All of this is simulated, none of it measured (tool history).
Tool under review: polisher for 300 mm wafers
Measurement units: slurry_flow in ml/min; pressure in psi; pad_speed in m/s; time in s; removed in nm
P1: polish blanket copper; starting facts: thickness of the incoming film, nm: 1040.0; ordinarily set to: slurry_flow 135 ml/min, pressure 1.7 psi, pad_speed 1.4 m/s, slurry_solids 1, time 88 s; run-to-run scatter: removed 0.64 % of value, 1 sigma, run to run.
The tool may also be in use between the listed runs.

run,hour,slurry_flow,pressure,pad_speed,slurry_solids,time,removed
1,11.8,135,1.7,1.4,1,88,248.24
2,25.6,135,2.4,1.4,1,88,346.97
# hour 27.9: slurry nozzle cleaned
3,35.7,135,1.7,1.4,1,88,247.32
4,53.4,135,1.7,1.4,1,88,246.7
5,69.8,135,1.7,1.4,1,88,250.61
6,86.6,135,1.7,1.96,1,61,243.88
# hour 92: slurry blender recalibrated
7,94.5,135,1.7,1.4,0.7,88,229.73
8,103.9,135,1.7,1.4,1,88,249.87
9,120.2,135,1.7,1.4,1.45,88,270.31
10,131.5,135,1.7,2.2,1,88,388.66
11,142.3,135,1.7,1.4,1,42,118.14
12,158.3,135,1.7,1.4,1,88,247.61
13,166.2,80,1.7,1.4,1,88,219.69
14,179.5,190,1.7,1.4,1,88,261.39
15,190.6,135,0.8,1.4,1,88,115.94
16,202.1,135,1.7,1,1,50,100.56
17,219.6,135,1.7,1.4,1,88,246.47
18,237.2,135,1.7,1.4,1,118,330.04
19,245.8,135,1.7,0.7,1,88,125.65
20,255.3,135,1.7,1.4,1,88,247.83
21,265.4,135,1.7,1.4,1,88,239.56
22,277.9,135,1.7,1.4,1,88,232.65
23,288.2,135,1.7,1.4,1,88,227.5
# hour 291.9: worn pad replaced by a new one
24,298.9,135,1.7,1.4,1,88,225.18
25,310.4,135,1.7,1.4,1,88,224.4

Run 26 comes next. What will it give?
# hour 319.5: slurry blender recalibrated
26,325.5,135,1.7,1.4,1,88,?

{"run 26": {"removed": 221.21}}

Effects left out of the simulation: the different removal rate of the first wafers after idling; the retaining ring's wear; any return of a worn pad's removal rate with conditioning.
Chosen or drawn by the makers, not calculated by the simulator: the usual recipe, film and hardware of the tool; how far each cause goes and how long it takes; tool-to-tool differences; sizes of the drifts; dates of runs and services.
